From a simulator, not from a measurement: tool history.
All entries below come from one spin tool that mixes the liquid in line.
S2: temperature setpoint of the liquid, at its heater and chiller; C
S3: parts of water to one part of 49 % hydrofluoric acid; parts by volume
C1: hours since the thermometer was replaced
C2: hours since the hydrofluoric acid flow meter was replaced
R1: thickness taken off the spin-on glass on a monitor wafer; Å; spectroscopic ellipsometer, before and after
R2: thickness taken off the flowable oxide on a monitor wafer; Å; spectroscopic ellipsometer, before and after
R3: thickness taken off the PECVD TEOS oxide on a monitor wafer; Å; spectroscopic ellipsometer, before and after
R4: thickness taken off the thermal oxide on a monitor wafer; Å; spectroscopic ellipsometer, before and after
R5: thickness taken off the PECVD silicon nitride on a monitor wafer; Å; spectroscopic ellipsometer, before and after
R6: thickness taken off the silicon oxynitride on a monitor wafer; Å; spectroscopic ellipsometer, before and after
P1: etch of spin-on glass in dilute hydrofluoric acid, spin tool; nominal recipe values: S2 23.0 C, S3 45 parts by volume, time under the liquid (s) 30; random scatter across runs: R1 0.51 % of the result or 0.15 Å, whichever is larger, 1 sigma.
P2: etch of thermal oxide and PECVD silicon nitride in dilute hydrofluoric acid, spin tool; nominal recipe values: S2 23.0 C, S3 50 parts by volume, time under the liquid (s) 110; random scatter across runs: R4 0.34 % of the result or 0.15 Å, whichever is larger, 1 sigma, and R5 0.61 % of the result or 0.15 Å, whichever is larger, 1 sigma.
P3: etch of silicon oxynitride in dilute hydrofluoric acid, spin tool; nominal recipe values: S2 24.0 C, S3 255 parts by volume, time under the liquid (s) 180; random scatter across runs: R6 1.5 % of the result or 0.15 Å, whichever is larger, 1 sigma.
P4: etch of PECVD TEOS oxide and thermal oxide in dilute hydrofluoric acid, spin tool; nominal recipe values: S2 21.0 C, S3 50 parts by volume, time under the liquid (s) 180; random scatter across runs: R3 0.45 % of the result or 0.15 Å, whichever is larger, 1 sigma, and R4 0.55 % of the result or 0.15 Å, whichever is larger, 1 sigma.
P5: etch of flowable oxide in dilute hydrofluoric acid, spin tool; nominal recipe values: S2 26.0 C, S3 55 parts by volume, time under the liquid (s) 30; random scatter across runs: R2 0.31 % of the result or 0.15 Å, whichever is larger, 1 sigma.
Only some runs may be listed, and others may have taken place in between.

Run 1, day 0.504: process that ran P1, S2 23.0 C, S3 45 parts by volume, time under the liquid (s) 30; C1 242.2; C2 809.6. Result: R1 286.19 Å.
Run 2, day 1.025: process that ran P1, S2 23.0 C, S3 45 parts by volume, time under the liquid (s) 45; C1 254.7; C2 822.1. Result: R1 428.06 Å.
Run 3, day 1.512: process that ran P5, S2 26.0 C, S3 55 parts by volume, time under the liquid (s) 30; C1 266.4; C2 833.8. Result: R2 208.44 Å.
Run 4, day 1.800: process that ran P1, S2 23.0 C, S3 25 parts by volume, time under the liquid (s) 30; C1 273.3; C2 840.7. Result: R1 524.67 Å.
Run 5, day 2.142: process that ran P4, S2 28.5 C, S3 50 parts by volume, time under the liquid (s) 180; C1 281.5; C2 848.9. Result: R3 582.140 Å, R4 231.190 Å.
Run 6, day 2.608: process that ran P5, S2 26.0 C, S3 55 parts by volume, time under the liquid (s) 60; C1 292.7; C2 860.1. Result: R2 419.06 Å.
Run 7, day 3.083: process that ran P2, S2 26.5 C, S3 50 parts by volume, time under the liquid (s) 110; C1 304.1; C2 871.5. Result: R4 125.610 Å, R5 50.110 Å.
Run 8, day 3.458: process that ran P4, S2 21.0 C, S3 75 parts by volume, time under the liquid (s) 180; C1 313.1; C2 880.5. Result: R3 277.530 Å, R4 108.820 Å.
Run 9, day 3.833: process that ran P1, S2 23.0 C, S3 45 parts by volume, time under the liquid (s) 30; C1 322.1; C2 889.5. Result: R1 282.77 Å.
Run 10, day 4.279: process that ran P3, S2 24.0 C, S3 255 parts by volume, time under the liquid (s) 180; C1 332.8; C2 900.2. Result: R6 16.511 Å.
Run 11, day 4.692: process that ran P5, S2 26.0 C, S3 20 parts by volume, time under the liquid (s) 30; C1 342.7; C2 910.1. Result: R2 604.65 Å.
At day 4.867: thermometer replaced.
Run 12, day 4.958: process that ran P1, S2 27.0 C, S3 45 parts by volume, time under the liquid (s) 30; C1 2.3; C2 916.5. Result: R1 334.67 Å.
Run 13, day 5.283: process that ran P2, S2 23.0 C, S3 50 parts by volume, time under the liquid (s) 110; C1 10.1; C2 924.3. Result: R4 108.900 Å, R5 40.050 Å.
Run 14, day 5.617: process that ran P1, S2 23.0 C, S3 45 parts by volume, time under the liquid (s) 30; C1 18.1; C2 932.3. Result: R1 283.71 Å.
Run 15, day 5.858: process that ran P1, S2 23.0 C, S3 45 parts by volume, time under the liquid (s) 30; C1 23.9; C2 938.1. Result: R1 284.25 Å.
Run 16, day 6.379: process that ran P1, S2 23.0 C, S3 45 parts by volume, time under the liquid (s) 15; C1 36.4; C2 950.6. Result: R1 141.20 Å.
Run 17, day 6.704: process that ran P3, S2 18.5 C, S3 255 parts by volume, time under the liquid (s) 180; C1 44.2; C2 958.4. Result: R6 12.604 Å.
Run 18, day 7.162: process that ran P3, S2 24.0 C, S3 255 parts by volume, time under the liquid (s) 180; C1 55.2; C2 969.4. Result: R6 16.793 Å.
Run 19, day 7.421: process that ran P5, S2 18.5 C, S3 55 parts by volume, time under the liquid (s) 30; C1 61.4; C2 975.6. Result: R2 152.51 Å.
Run 20, day 7.754: process that ran P4, S2 21.0 C, S3 50 parts by volume, time under the liquid (s) 180; C1 69.4; C2 983.6. Result: R3 424.730 Å, R4 170.670 Å.
Run 21, day 8.296: process that ran P3, S2 24.0 C, S3 70 parts by volume, time under the liquid (s) 180; C1 82.4; C2 996.6. Result: R6 69.502 Å.
Run 22, day 8.821: process that ran P1, S2 23.0 C, S3 70 parts by volume, time under the liquid (s) 30; C1 95.0; C2 1009.2. Result: R1 175.20 Å.
Run 23, day 9.233: process that ran P4, S2 21.0 C, S3 50 parts by volume, time under the liquid (s) 25; C1 104.9; C2 1019.1. Result: R3 59.475 Å, R4 23.826 Å.
Run 24, day 9.558: process that ran P2, S2 23.0 C, S3 50 parts by volume, time under the liquid (s) 110; C1 112.7; C2 1026.9. Result: R4 108.600 Å, R5 40.015 Å.
Run 25, day 9.875: process that ran P2, S2 23.0 C, S3 50 parts by volume, time under the liquid (s) 15; C1 120.3; C2 1034.5. Result: R4 15.127 Å, R5 5.440 Å.
Run 26, day 10.129: process that ran P3, S2 24.0 C, S3 255 parts by volume, time under the liquid (s) 280; C1 126.4; C2 1040.6. Result: R6 25.411 Å.
Run 27, day 10.417: process that ran P1, S2 17.0 C, S3 45 parts by volume, time under the liquid (s) 30; C1 133.3; C2 1047.5. Result: R1 216.35 Å.
Run 28, day 10.658: process that ran P2, S2 23.0 C, S3 85 parts by volume, time under the liquid (s) 110; C1 139.1; C2 1053.3. Result: R4 60.821 Å, R5 23.730 Å.
Run 29, day 11.179: process that ran P1, S2 17.0 C, S3 45 parts by volume, time under the liquid (s) 15; C1 151.6; C2 1065.8. Result: R1 109.98 Å.
Run 30, day 11.475: process that ran P1, S2 23.0 C, S3 45 parts by volume, time under the liquid (s) 30; C1 158.7; C2 1072.9. Result: R1 283.90 Å.
Run 31, day 11.975: process that ran P1, S2 23.0 C, S3 45 parts by volume, time under the liquid (s) 30; C1 170.7; C2 1084.9. Result: R1 271.56 Å.
Run 32, day 12.471: process that ran P1, S2 23.0 C, S3 45 parts by volume, time under the liquid (s) 30; C1 182.6; C2 1096.8. Result: R1 267.15 Å.
Run 33, day 12.817: process that ran P1, S2 23.0 C, S3 45 parts by volume, time under the liquid (s) 30; C1 190.9; C2 1105.1. Result: R1 264.16 Å.
Run 34, day 13.292: process that ran P1, S2 23.0 C, S3 45 parts by volume, time under the liquid (s) 30; C1 202.3; C2 1116.5. Result: R1 264.05 Å.
Run 35, day 13.758: process that ran P1, S2 23.0 C, S3 45 parts by volume, time under the liquid (s) 30; C1 213.5; C2 1127.7. Result: R1 259.84 Å.
Run 36, day 14.046: process that ran P1, S2 23.0 C, S3 45 parts by volume, time under the liquid (s) 30; C1 220.4; C2 1134.6. Result: R1 261.05 Å.
Run 37, day 14.512: process that ran P1, S2 23.0 C, S3 45 parts by volume, time under the liquid (s) 30; C1 231.6; C2 1145.8. Result: R1 262.12 Å.
Run 38, day 15.021: process that ran P1, S2 23.0 C, S3 45 parts by volume, time under the liquid (s) 30; C1 243.8; C2 1158.0. Result: R1 258.84 Å.
Run 39, day 15.396: process that ran P1, S2 23.0 C, S3 45 parts by volume, time under the liquid (s) 30; C1 252.8; C2 1167.0. Result: R1 257.90 Å.
Run 40, day 15.783: process that ran P1, S2 23.0 C, S3 45 parts by volume, time under the liquid (s) 30; C1 262.1; C2 1176.3. Result: R1 258.16 Å.
Run 41, day 16.088: process that ran P1, S2 23.0 C, S3 45 parts by volume, time under the liquid (s) 30; C1 269.4; C2 1183.6. Result: R1 257.99 Å.

The output of P1 has drifted from where it used to be. Each of the 2 causes below, taken at the size shown beside it, accounts for the log equally well:
A: hydrofluoric acid flow below the setpoint (%) = 8.23
B: liquid colder than its thermometer reads (K) = 2.18
Creep in the process output first set in at about day 11.475.

Each of the 4 check runs below uses one wafer; its results are left as question marks. Which run tells the causes apart?
Run check 1, day 16.392: process that ran P4, S2 21.0 C, S3 50 parts by volume, time under the liquid (s) 180. Result: R3 ?, R4 ?.
Run check 2, day 16.392: process that ran P2, S2 23.0 C, S3 50 parts by volume, time under the liquid (s) 110. Result: R4 ?, R5 ?.
Run check 3, day 16.392: process that ran P5, S2 26.0 C, S3 55 parts by volume, time under the liquid (s) 30. Result: R2 ?.
Run check 4, day 16.392: process that ran P3, S2 24.0 C, S3 255 parts by volume, time under the liquid (s) 180. Result: R6 ?.

Expected result of each check under each candidate cause:
  check  result     if A     if B
check 1      R3  389.700  389.170
check 1      R4  155.520  155.310
check 2      R4   99.086   99.123
check 2      R5   36.904   34.567
check 3      R2   190.12   190.87
check 4      R6   14.966   15.061
Per check, the gap between the least separated pair of causes, taken in the result that splits them most: check 1 0.13 %; check 2 6.54 %; check 3 0.39 %; check 4 0.64 %
Only in check 2 would the causes give clearly different results; in the remaining checks their results would be nearly the same.

With check 2 done, the readings were: R4 99.596 Å; R5 37.004 Å. Identify which of the listed causes applies.

It is A: hydrofluoric acid flow below the setpoint (%).

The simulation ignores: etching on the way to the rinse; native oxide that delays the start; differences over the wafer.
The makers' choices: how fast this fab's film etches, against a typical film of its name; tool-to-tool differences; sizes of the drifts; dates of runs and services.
